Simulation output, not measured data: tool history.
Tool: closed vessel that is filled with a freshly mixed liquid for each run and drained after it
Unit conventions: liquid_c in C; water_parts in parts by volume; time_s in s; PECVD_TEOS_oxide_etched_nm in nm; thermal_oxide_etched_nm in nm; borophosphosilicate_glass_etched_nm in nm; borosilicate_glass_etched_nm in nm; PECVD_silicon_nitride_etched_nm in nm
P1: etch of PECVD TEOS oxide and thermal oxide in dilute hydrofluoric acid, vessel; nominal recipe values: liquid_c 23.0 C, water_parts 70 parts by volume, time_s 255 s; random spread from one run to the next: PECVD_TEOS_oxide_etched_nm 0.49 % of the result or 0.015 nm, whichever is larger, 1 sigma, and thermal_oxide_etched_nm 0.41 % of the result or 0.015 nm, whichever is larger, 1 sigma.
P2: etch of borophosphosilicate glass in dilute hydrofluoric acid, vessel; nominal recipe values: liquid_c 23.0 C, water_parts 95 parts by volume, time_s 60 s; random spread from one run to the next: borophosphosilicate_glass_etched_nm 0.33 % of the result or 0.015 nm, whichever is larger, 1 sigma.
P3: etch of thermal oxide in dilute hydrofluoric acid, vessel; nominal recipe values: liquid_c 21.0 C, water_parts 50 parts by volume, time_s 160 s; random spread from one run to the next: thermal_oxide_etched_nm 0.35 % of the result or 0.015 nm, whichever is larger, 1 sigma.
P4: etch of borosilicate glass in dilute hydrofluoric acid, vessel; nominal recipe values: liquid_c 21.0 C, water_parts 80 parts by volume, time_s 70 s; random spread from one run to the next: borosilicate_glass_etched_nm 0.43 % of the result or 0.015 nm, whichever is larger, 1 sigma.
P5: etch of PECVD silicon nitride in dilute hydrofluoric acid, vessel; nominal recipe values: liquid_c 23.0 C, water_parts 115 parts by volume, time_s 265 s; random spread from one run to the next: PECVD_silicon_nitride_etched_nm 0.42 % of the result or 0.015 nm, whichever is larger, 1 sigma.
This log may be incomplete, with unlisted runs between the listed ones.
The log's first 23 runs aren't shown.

run     day  process  liquid_c  water_parts  time_s  hours since the thermometer was replaced  hours since the hydrofluoric acid flow meter was replaced  PECVD_TEOS_oxide_etched_nm  thermal_oxide_etched_nm  borophosphosilicate_glass_etched_nm  borosilicate_glass_etched_nm  PECVD_silicon_nitride_etched_nm
 24  13.042       P4      21.0          110      70                                     677.8                                                      827.0                                                                                                                 13.5460
 25  13.796       P1      23.0           70     255                                     695.9                                                      845.1                      56.773                  16.8120
 26  14.575       P1      27.5           70     255                                     714.6                                                      863.8                      67.799                  19.9750
 27  15.075       P1      23.0           70     255                                     726.6                                                      875.8                      56.321                  16.7010
 28  15.621       P1      23.0           70     255                                     739.7                                                      888.9                      56.001                  16.8520
 29  16.125       P4      21.0           80      70                                     751.8                                                      901.0                                                                                                                 19.0920
 30  16.783       P1      23.0           70     255                                     767.6                                                      916.8                      56.542                  16.7600
 31  17.392       P1      23.0           70     255                                     782.2                                                      931.4                      54.717                  16.2490
 32  17.767       P1      23.0           70     255                                     791.2                                                      940.4                      53.690                  16.1970

Forecast run 33:
 33  18.242       P1      23.0           70     255                                     802.6                                                      951.8                           ?                        ?

PECVD_TEOS_oxide_etched_nm: 53.537 nm
thermal_oxide_etched_nm: 15.9090 nm
